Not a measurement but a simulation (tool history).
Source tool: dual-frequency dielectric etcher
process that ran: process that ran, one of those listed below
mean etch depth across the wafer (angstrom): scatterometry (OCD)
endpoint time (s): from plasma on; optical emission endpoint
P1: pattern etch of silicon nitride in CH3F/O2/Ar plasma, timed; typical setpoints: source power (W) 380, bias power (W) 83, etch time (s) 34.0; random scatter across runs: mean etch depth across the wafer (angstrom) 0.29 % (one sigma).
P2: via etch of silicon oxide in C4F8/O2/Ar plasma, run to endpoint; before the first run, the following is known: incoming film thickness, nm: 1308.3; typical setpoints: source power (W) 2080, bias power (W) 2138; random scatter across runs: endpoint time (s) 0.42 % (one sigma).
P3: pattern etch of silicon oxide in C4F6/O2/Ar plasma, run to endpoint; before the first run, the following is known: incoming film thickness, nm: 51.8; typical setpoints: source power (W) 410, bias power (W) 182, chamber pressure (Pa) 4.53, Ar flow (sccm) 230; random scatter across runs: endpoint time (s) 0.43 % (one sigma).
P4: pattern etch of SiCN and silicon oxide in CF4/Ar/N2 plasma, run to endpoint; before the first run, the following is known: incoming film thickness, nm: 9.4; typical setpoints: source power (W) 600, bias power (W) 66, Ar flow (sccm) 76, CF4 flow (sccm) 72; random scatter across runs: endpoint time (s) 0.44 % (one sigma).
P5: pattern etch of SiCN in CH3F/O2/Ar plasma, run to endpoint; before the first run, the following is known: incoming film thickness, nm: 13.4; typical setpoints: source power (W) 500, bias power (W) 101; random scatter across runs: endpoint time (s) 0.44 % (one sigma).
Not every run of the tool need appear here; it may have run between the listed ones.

run   hour  process that ran  source power (W)  bias power (W)  etch time (s)  chamber pressure (Pa)  Ar flow (sccm)  CF4 flow (sccm)  mean etch depth across the wafer (angstrom)  endpoint time (s)
  1   19.1                P1               380              83           34.0                                                                                               248.67
  2   28.5                P3               410             182                                  4.53             278                                                                          16.1510
  3   40.5                P5               500             101                                                                                                                                30.1470
  4   58.4                P2              2080            2138                                                                                                                               250.8400
  5   69.6                P5               500             127                                                                                                                                27.7110
  6   88.4                P1               210              83           34.0                                                                                               199.25
  7  106.2                P1               470              83           34.0                                                                                               269.09
  8  123.7                P2              2080            1740                                                                                                                               265.3900
  9  142.7                P3               410             182                                  4.53             230                                                                          15.7480
 10  153.8                P1               460              83           27.5                                                                                               216.42
 11  171.7                P1               380              83           47.5                                                                                               347.87
 12  182.6                P4               600              66                                                    76               54                                                          8.5875
 13  196.3                P3               410             241                                  4.53             230                                                                          14.5470
     205.0  -- bias power generator calibrated
 14  208.5                P3               410             182                                  6.33             230                                                                          16.5150
 15  219.0                P4               600              66                                                    76               72                                                          8.1677
 16  228.5                P1               380              83           34.0                                                                                               249.88
 17  247.6                P5               330             101                                                                                                                                35.3160
 18  259.6                P5               500             101                                                                                                                                29.9190
 19  270.2                P3               530             182                                  4.53             230                                                                          14.3710
 20  278.6                P1               380              83           19.5                                                                                               142.06
 21  291.0                P4               600              66                                                    54               72                                                          7.7640
 22  309.2                P1               380              62           34.0                                                                                               224.36
 23  326.0                P4               350              66                                                    76               72                                                         13.1680
 24  336.8                P1               380             108           34.0                                                                                               274.27
 25  353.2                P1               380              83           34.0                                                                                               249.51
 26  372.1                P4               600              82                                                    76               72                                                          7.5739
 27  383.3                P1               380              83           34.0                                                                                               248.18
 28  395.3                P2              1300            2138                                                                                                                               302.1300
 29  411.9                P1               380              83           34.0                                                                                               248.77
 30  422.4                P1               380              83           34.0                                                                                               247.99
 31  437.2                P1               380              83           34.0                                                                                               249.27

Predict the results of run 32:
 32  449.5                P1               380              83           34.0                                                                                                    ?

{"run 32": {"mean etch depth across the wafer (angstrom)": 247.88}}
